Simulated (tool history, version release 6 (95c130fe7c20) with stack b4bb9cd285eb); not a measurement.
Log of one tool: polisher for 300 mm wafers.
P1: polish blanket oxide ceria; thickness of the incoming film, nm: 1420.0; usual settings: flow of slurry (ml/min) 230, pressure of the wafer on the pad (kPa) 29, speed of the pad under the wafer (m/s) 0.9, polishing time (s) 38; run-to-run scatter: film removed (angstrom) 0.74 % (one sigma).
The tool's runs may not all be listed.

run	hour	flow of slurry (ml/min)	pressure of the wafer on the pad (kPa)	speed of the pad under the wafer (m/s)	polishing time (s)	wafers polished on this pad	hours since the slurry nozzle was cleaned	hours since the head pressure was calibrated	film removed (angstrom)
1	15.8	230	29	0.9	38	845	611	180.7	1989.7
2	25.5	230	20.7	1.28	38	950	620.7	190.4	2019.8
3	42.8	230	29	0.9	38	1137	638	207.7	1963.8
4	56.4	230	29	0.9	26	1284	651.6	221.3	1372.3
5	66.8	320	29	0.9	38	1396	662	231.7	2070.5
# hour 68.2: worn pad replaced by a new one
6	84.3	140	20	0.9	38	174	679.5	249.2	1267.7
7	94.2	230	29	0.9	38	281	689.4	259.1	2007.5
8	104.2	230	17.2	0.9	38	389	699.4	269.1	1185.5
9	119.6	230	29	0.9	38	555	714.8	284.5	1998.8
10	128.2	230	36.5	0.9	29	648	723.4	293.1	1940.2
11	137	140	29	0.9	38	743	732.2	301.9	1846.8
12	145.1	230	29	0.62	38	830	740.3	310	1378.4
13	161.3	230	29	0.9	38	1005	756.5	326.2	1999.4

Forecast run 14:
14	177.1	230	29	0.9	52	1176	772.3	342	?

film removed (angstrom): 2740.3

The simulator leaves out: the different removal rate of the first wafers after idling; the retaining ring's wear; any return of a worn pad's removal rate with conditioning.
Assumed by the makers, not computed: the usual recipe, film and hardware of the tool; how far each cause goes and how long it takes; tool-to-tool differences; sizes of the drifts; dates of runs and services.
